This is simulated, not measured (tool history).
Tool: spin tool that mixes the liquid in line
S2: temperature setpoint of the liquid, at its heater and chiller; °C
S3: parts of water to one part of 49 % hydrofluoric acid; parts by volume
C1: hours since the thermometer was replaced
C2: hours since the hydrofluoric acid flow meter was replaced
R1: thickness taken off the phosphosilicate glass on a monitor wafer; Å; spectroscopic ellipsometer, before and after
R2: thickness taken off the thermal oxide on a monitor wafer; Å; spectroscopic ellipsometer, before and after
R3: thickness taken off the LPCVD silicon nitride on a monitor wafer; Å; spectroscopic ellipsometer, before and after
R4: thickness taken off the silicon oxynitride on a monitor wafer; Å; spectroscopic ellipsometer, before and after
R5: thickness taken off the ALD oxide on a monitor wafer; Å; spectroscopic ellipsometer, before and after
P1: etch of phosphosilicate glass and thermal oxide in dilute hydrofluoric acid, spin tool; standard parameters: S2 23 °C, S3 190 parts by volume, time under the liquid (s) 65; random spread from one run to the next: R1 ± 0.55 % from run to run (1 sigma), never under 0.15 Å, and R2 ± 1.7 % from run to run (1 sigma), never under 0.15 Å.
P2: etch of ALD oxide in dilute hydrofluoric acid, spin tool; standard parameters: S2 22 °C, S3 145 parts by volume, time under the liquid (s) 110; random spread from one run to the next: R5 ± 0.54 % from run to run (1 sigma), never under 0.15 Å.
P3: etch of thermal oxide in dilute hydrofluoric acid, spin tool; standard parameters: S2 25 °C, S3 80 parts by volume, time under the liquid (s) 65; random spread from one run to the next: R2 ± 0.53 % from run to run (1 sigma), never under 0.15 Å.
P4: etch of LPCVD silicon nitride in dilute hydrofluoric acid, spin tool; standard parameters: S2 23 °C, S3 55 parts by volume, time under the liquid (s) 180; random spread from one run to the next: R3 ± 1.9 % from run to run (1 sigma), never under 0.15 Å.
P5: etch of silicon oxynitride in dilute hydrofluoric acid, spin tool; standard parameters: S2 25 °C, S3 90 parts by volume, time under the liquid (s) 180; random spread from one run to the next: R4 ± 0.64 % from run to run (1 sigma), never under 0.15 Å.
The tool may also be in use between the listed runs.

Run 1, hour 4.6: process that ran P1, S2 23 °C, S3 190 parts by volume, time under the liquid (s) 65; C1 1313.2; C2 1469.4. Result: R1 440.32 Å, R2 13.795 Å.
Run 2, hour 9.8: process that ran P1, S2 23 °C, S3 190 parts by volume, time under the liquid (s) 65; C1 1318.4; C2 1474.6. Result: R1 440.5 Å, R2 14.113 Å.
Run 3, hour 18.7: process that ran P1, S2 23 °C, S3 190 parts by volume, time under the liquid (s) 65; C1 1327.3; C2 1483.5. Result: R1 438.53 Å, R2 14.062 Å.
Run 4, hour 23.6: process that ran P1, S2 19.5 °C, S3 335 parts by volume, time under the liquid (s) 65; C1 1332.2; C2 1488.4. Result: R1 190.8 Å, R2 5.9289 Å.
Run 5, hour 28.7: process that ran P1, S2 23 °C, S3 345 parts by volume, time under the liquid (s) 65; C1 1337.3; C2 1493.5. Result: R1 206.75 Å, R2 6.7051 Å.
Run 6, hour 33.6: process that ran P4, S2 23 °C, S3 55 parts by volume, time under the liquid (s) 345; C1 1342.2; C2 1498.4. Result: R3 26.167 Å.
Run 7, hour 38.1: process that ran P1, S2 23 °C, S3 330 parts by volume, time under the liquid (s) 35; C1 1346.7; C2 1502.9. Result: R1 118.14 Å, R2 3.8053 Å.
Run 8, hour 43: process that ran P1, S2 23 °C, S3 190 parts by volume, time under the liquid (s) 95; C1 1351.6; C2 1507.8. Result: R1 638.31 Å, R2 20.663 Å.
Run 9, hour 49.6: process that ran P5, S2 25 °C, S3 90 parts by volume, time under the liquid (s) 180; C1 1358.2; C2 1514.4. Result: R4 44.864 Å.
Run 10, hour 55.3: process that ran P2, S2 22 °C, S3 145 parts by volume, time under the liquid (s) 110; C1 1363.9; C2 1520.1. Result: R5 66.053 Å.
Run 11, hour 64.9: process that ran P2, S2 22 °C, S3 260 parts by volume, time under the liquid (s) 110; C1 1373.5; C2 1529.7. Result: R5 32.456 Å.
Run 12, hour 72.8: process that ran P1, S2 23 °C, S3 70 parts by volume, time under the liquid (s) 65; C1 1381.4; C2 1537.6. Result: R1 1368 Å, R2 42.654 Å.
Run 13, hour 82.5: process that ran P1, S2 23 °C, S3 190 parts by volume, time under the liquid (s) 65; C1 1391.1; C2 1547.3. Result: R1 439.17 Å, R2 14.168 Å.
Run 14, hour 90.1: process that ran P1, S2 29.5 °C, S3 190 parts by volume, time under the liquid (s) 65; C1 1398.7; C2 1554.9. Result: R1 557.49 Å, R2 17.003 Å.
Run 15, hour 98.1: process that ran P2, S2 22 °C, S3 145 parts by volume, time under the liquid (s) 45; C1 1406.7; C2 1562.9. Result: R5 27.007 Å.
Run 16, hour 105.3: process that ran P5, S2 32 °C, S3 90 parts by volume, time under the liquid (s) 180; C1 1413.9; C2 1570.1. Result: R4 62.46 Å.
Run 17, hour 110.3: process that ran P5, S2 25 °C, S3 90 parts by volume, time under the liquid (s) 15; C1 1418.9; C2 1575.1. Result: R4 3.4977 Å.
Run 18, hour 116.4: process that ran P3, S2 25 °C, S3 80 parts by volume, time under the liquid (s) 65; C1 1425; C2 1581.2. Result: R2 40.864 Å.
Run 19, hour 121.6: process that ran P1, S2 17 °C, S3 190 parts by volume, time under the liquid (s) 65; C1 1430.2; C2 1586.4. Result: R1 348.83 Å, R2 11.274 Å.
Run 20, hour 126.9: process that ran P1, S2 23 °C, S3 190 parts by volume, time under the liquid (s) 65; C1 1435.5; C2 1591.7. Result: R1 439.58 Å, R2 14.365 Å.
Run 21, hour 132.6: process that ran P4, S2 31 °C, S3 55 parts by volume, time under the liquid (s) 180; C1 1441.2; C2 1597.4. Result: R3 22.806 Å.
Run 22, hour 137.6: process that ran P1, S2 23 °C, S3 190 parts by volume, time under the liquid (s) 65; C1 1446.2; C2 1602.4. Result: R1 437.55 Å, R2 14.33 Å.
Run 23, hour 145.3: process that ran P5, S2 25 °C, S3 90 parts by volume, time under the liquid (s) 180; C1 1453.9; C2 1610.1. Result: R4 44.935 Å.
Run 24, hour 153.9: process that ran P3, S2 32.5 °C, S3 80 parts by volume, time under the liquid (s) 65; C1 1462.5; C2 1618.7. Result: R2 54.61 Å.
Run 25, hour 159.8: process that ran P3, S2 25 °C, S3 80 parts by volume, time under the liquid (s) 65; C1 1468.4; C2 1624.6. Result: R2 41.105 Å.
Run 26, hour 164.6: process that ran P1, S2 17 °C, S3 45 parts by volume, time under the liquid (s) 65; C1 1473.2; C2 1629.4. Result: R1 1703.3 Å, R2 55.109 Å.
Run 27, hour 170.1: process that ran P3, S2 25 °C, S3 80 parts by volume, time under the liquid (s) 95; C1 1478.7; C2 1634.9. Result: R2 59.532 Å.
Run 28, hour 176.4: process that ran P3, S2 25 °C, S3 125 parts by volume, time under the liquid (s) 65; C1 1485; C2 1641.2. Result: R2 24.885 Å.
Run 29, hour 186.1: process that ran P4, S2 23 °C, S3 20 parts by volume, time under the liquid (s) 180; C1 1494.7; C2 1650.9. Result: R3 35.563 Å.
Run 30, hour 194.7: process that ran P4, S2 23 °C, S3 55 parts by volume, time under the liquid (s) 180; C1 1503.3; C2 1659.5. Result: R3 13.001 Å.
Run 31, hour 201.4: process that ran P2, S2 28 °C, S3 145 parts by volume, time under the liquid (s) 110; C1 1510; C2 1666.2. Result: R5 83.324 Å.
Run 32, hour 210.9: process that ran P5, S2 25 °C, S3 30 parts by volume, time under the liquid (s) 180; C1 1519.5; C2 1675.7. Result: R4 141.72 Å.

For run 33, what comes out?
Run 33, hour 217.6: process that ran P1, S2 23 °C, S3 190 parts by volume, time under the liquid (s) 15; C1 1526.2; C2 1682.4. Result: R1 ?, R2 ?.

R1: 101.35 Å
R2: 3.261 Å

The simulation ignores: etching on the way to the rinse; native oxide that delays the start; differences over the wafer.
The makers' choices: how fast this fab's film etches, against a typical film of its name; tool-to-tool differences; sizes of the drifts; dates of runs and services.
